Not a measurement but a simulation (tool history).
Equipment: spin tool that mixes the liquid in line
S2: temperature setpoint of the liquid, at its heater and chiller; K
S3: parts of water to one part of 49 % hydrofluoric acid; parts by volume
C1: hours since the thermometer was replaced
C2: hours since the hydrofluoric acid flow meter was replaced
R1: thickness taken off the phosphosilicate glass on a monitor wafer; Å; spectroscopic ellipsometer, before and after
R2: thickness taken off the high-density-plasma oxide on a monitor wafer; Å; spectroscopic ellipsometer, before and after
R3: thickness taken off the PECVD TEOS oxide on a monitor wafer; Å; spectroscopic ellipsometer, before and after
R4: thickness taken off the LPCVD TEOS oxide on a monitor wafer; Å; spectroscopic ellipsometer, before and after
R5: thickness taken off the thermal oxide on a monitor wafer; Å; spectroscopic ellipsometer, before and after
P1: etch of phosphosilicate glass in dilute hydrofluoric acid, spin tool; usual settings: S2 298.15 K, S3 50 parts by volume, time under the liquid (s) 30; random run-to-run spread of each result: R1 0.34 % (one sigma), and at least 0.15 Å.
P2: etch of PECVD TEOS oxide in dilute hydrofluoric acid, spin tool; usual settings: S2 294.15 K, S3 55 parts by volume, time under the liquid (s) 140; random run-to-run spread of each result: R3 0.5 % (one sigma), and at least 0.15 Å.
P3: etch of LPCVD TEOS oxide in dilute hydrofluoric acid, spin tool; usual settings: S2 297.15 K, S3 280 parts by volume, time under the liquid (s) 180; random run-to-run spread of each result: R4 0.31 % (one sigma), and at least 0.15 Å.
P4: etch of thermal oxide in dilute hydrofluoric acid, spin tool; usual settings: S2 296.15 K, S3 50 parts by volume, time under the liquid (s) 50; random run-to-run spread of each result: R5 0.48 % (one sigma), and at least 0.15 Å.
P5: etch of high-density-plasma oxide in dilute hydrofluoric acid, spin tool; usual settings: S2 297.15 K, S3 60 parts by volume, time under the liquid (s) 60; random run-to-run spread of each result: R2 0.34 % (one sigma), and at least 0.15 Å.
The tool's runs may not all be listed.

{"run": 1, "day": 0.396, "process that ran": "P1", "S2": 298.15, "S3": 50, "time under the liquid (s)": 30, "C1": 508.5, "C2": 815.0, "R1": 451.06}
{"run": 2, "day": 0.6, "process that ran": "P5", "S2": 303.65, "S3": 60, "time under the liquid (s)": 60, "C1": 513.4, "C2": 819.9, "R2": 83.674}
{"run": 3, "day": 0.921, "process that ran": "P5", "S2": 297.15, "S3": 90, "time under the liquid (s)": 60, "C1": 521.1, "C2": 827.6, "R2": 41.138}
{"run": 4, "day": 1.2, "process that ran": "P1", "S2": 298.15, "S3": 50, "time under the liquid (s)": 30, "C1": 527.8, "C2": 834.3, "R1": 447.49}
{"run": 5, "day": 1.629, "process that ran": "P2", "S2": 294.15, "S3": 25, "time under the liquid (s)": 140, "C1": 538.1, "C2": 844.6, "R3": 844.69}
{"run": 6, "day": 1.904, "process that ran": "P1", "S2": 291.65, "S3": 50, "time under the liquid (s)": 30, "C1": 544.7, "C2": 851.2, "R1": 340.85}
{"run": 7, "day": 2.175, "process that ran": "P3", "S2": 297.15, "S3": 280, "time under the liquid (s)": 180, "C1": 551.2, "C2": 857.7, "R4": 89.282}
{"run": 8, "day": 2.538, "process that ran": "P1", "S2": 290.65, "S3": 75, "time under the liquid (s)": 30, "C1": 559.9, "C2": 866.4, "R1": 212.18}
{"run": 9, "day": 2.775, "process that ran": "P4", "S2": 296.15, "S3": 90, "time under the liquid (s)": 50, "C1": 565.6, "C2": 872.1, "R5": 27.128}
{"run": 10, "day": 3.1, "process that ran": "P3", "S2": 297.15, "S3": 425, "time under the liquid (s)": 180, "C1": 573.4, "C2": 879.9, "R4": 51.64}
{"day": 3.138, "done": "thermometer replaced"}
{"day": 3.354, "done": "hydrofluoric acid flow meter replaced"}
{"run": 11, "day": 3.488, "process that ran": "P1", "S2": 298.15, "S3": 50, "time under the liquid (s)": 60, "C1": 8.4, "C2": 3.2, "R1": 898.02}
{"run": 12, "day": 3.688, "process that ran": "P2", "S2": 294.15, "S3": 55, "time under the liquid (s)": 140, "C1": 13.2, "C2": 8.0, "R3": 370.17}
{"run": 13, "day": 4.038, "process that ran": "P1", "S2": 298.15, "S3": 50, "time under the liquid (s)": 15, "C1": 21.6, "C2": 16.4, "R1": 223.84}
{"run": 14, "day": 4.467, "process that ran": "P3", "S2": 297.15, "S3": 280, "time under the liquid (s)": 180, "C1": 31.9, "C2": 26.7, "R4": 90.123}
{"run": 15, "day": 4.804, "process that ran": "P4", "S2": 290.65, "S3": 50, "time under the liquid (s)": 50, "C1": 40.0, "C2": 34.8, "R5": 40.552}
{"run": 16, "day": 5.192, "process that ran": "P1", "S2": 298.15, "S3": 20, "time under the liquid (s)": 30, "C1": 49.3, "C2": 44.1, "R1": 1169.4}
{"run": 17, "day": 5.504, "process that ran": "P1", "S2": 302.15, "S3": 50, "time under the liquid (s)": 30, "C1": 56.8, "C2": 51.6, "R1": 527.53}
{"run": 18, "day": 5.892, "process that ran": "P1", "S2": 298.15, "S3": 50, "time under the liquid (s)": 30, "C1": 66.1, "C2": 60.9, "R1": 449.85}
{"run": 19, "day": 6.088, "process that ran": "P1", "S2": 298.15, "S3": 50, "time under the liquid (s)": 30, "C1": 70.8, "C2": 65.6, "R1": 448.76}
{"run": 20, "day": 6.492, "process that ran": "P2", "S2": 294.15, "S3": 55, "time under the liquid (s)": 45, "C1": 80.5, "C2": 75.3, "R3": 119.81}
{"run": 21, "day": 6.783, "process that ran": "P1", "S2": 298.15, "S3": 50, "time under the liquid (s)": 30, "C1": 87.5, "C2": 82.3, "R1": 447.47}
{"run": 22, "day": 7.196, "process that ran": "P3", "S2": 297.15, "S3": 280, "time under the liquid (s)": 350, "C1": 97.4, "C2": 92.2, "R4": 174.43}
{"run": 23, "day": 7.617, "process that ran": "P5", "S2": 297.15, "S3": 60, "time under the liquid (s)": 30, "C1": 107.5, "C2": 102.3, "R2": 32.008}
{"run": 24, "day": 7.962, "process that ran": "P4", "S2": 296.15, "S3": 50, "time under the liquid (s)": 15, "C1": 115.8, "C2": 110.6, "R5": 15.349}
{"run": 25, "day": 8.254, "process that ran": "P5", "S2": 297.15, "S3": 60, "time under the liquid (s)": 60, "C1": 122.8, "C2": 117.6, "R2": 64.515}
{"run": 26, "day": 8.55, "process that ran": "P2", "S2": 299.15, "S3": 55, "time under the liquid (s)": 140, "C1": 129.9, "C2": 124.7, "R3": 449.58}
{"run": 27, "day": 8.842, "process that ran": "P1", "S2": 298.15, "S3": 70, "time under the liquid (s)": 30, "C1": 136.9, "C2": 131.7, "R1": 309.67}
{"run": 28, "day": 9.158, "process that ran": "P5", "S2": 297.15, "S3": 60, "time under the liquid (s)": 60, "C1": 144.5, "C2": 139.3, "R2": 64.319}
{"run": 29, "day": 9.579, "process that ran": "P3", "S2": 301.65, "S3": 280, "time under the liquid (s)": 180, "C1": 154.6, "C2": 149.4, "R4": 103.72}
{"run": 30, "day": 9.838, "process that ran": "P4", "S2": 296.15, "S3": 50, "time under the liquid (s)": 50, "C1": 160.8, "C2": 155.6, "R5": 51.081}
{"run": 31, "day": 10.233, "process that ran": "P1", "S2": 298.15, "S3": 50, "time under the liquid (s)": 30, "C1": 170.3, "C2": 165.1, "R1": 447.8}
{"run": 32, "day": 10.558, "process that ran": "P2", "S2": 294.15, "S3": 55, "time under the liquid (s)": 140, "C1": 178.1, "C2": 172.9, "R3": 369.85}
{"run": 33, "day": 10.775, "process that ran": "P1", "S2": 292.65, "S3": 50, "time under the liquid (s)": 60, "C1": 183.3, "C2": 178.1, "R1": 714.32}
{"run": 34, "day": 11.129, "process that ran": "P1", "S2": 298.15, "S3": 50, "time under the liquid (s)": 30, "C1": 191.8, "C2": 186.6, "R1": 448.83}
{"run": 35, "day": 11.338, "process that ran": "P4", "S2": 296.15, "S3": 50, "time under the liquid (s)": 50, "C1": 196.8, "C2": 191.6, "R5": 51.33}
{"run": 36, "day": 11.662, "process that ran": "P1", "S2": 298.15, "S3": 50, "time under the liquid (s)": 30, "C1": 204.6, "C2": 199.4, "R1": 447.05}
{"run": 37, "day": 11.896, "process that ran": "P1", "S2": 298.15, "S3": 50, "time under the liquid (s)": 30, "C1": 210.2, "C2": 205.0, "R1": 467.4}
{"run": 38, "day": 12.229, "process that ran": "P1", "S2": 298.15, "S3": 50, "time under the liquid (s)": 30, "C1": 218.2, "C2": 213.0, "R1": 485.84}
{"run": 39, "day": 12.421, "process that ran": "P1", "S2": 298.15, "S3": 50, "time under the liquid (s)": 30, "C1": 222.8, "C2": 217.6, "R1": 486.63}
{"run": 40, "day": 12.662, "process that ran": "P1", "S2": 298.15, "S3": 50, "time under the liquid (s)": 30, "C1": 228.6, "C2": 223.4, "R1": 488.62}
{"run": 41, "day": 12.854, "process that ran": "P1", "S2": 298.15, "S3": 50, "time under the liquid (s)": 30, "C1": 233.2, "C2": 228.0, "R1": 492.78}
{"run": 42, "day": 13.125, "process that ran": "P1", "S2": 298.15, "S3": 50, "time under the liquid (s)": 30, "C1": 239.7, "C2": 234.5, "R1": 494.37}
{"run": 43, "day": 13.396, "process that ran": "P1", "S2": 298.15, "S3": 50, "time under the liquid (s)": 30, "C1": 246.2, "C2": 241.0, "R1": 493.72}

P1 has crept away from where it was. The log is fitted equally well by each of these 2 causes, at the sizes shown:
A: liquid hotter than its thermometer reads (K) = 2.38
B: hydrofluoric acid flow above the setpoint (%) = 9.45
At approximately day 11.662, the process output began to creep.

4 check runs are offered, one wafer each, their results left as question marks. Which one tells the causes apart?
{"run": "check 1", "day": 13.667, "process that ran": "P5", "S2": 297.15, "S3": 60, "time under the liquid (s)": 60, "R2": "?"}
{"run": "check 2", "day": 13.667, "process that ran": "P2", "S2": 294.15, "S3": 55, "time under the liquid (s)": 140, "R3": "?"}
{"run": "check 3", "day": 13.667, "process that ran": "P4", "S2": 296.15, "S3": 50, "time under the liquid (s)": 50, "R5": "?"}
{"run": "check 4", "day": 13.667, "process that ran": "P3", "S2": 297.15, "S3": 280, "time under the liquid (s)": 180, "R4": "?"}

Expected result of each check under each candidate cause:
check=check_1 result=R2 if_A=71.073 if_B=71.134
check=check_2 result=R3 if_A=408.98 if_B=407.82
check=check_3 result=R5 if_A=56.437 if_B=56.334
check=check_4 result=R4 if_A=97.301 if_B=100.480
Per check, the gap between the least separated pair of causes, taken in the result that splits them most: check 1 0.09 %; check 2 0.28 %; check 3 0.18 %; check 4 3.21 %
The causes can be told apart only by check 4. The other checks would give nearly the same results under each of them.

With check 4 done, the readings were: R4 97.358 Å. Identify which of the listed causes applies.

It is A: liquid hotter than its thermometer reads (K).
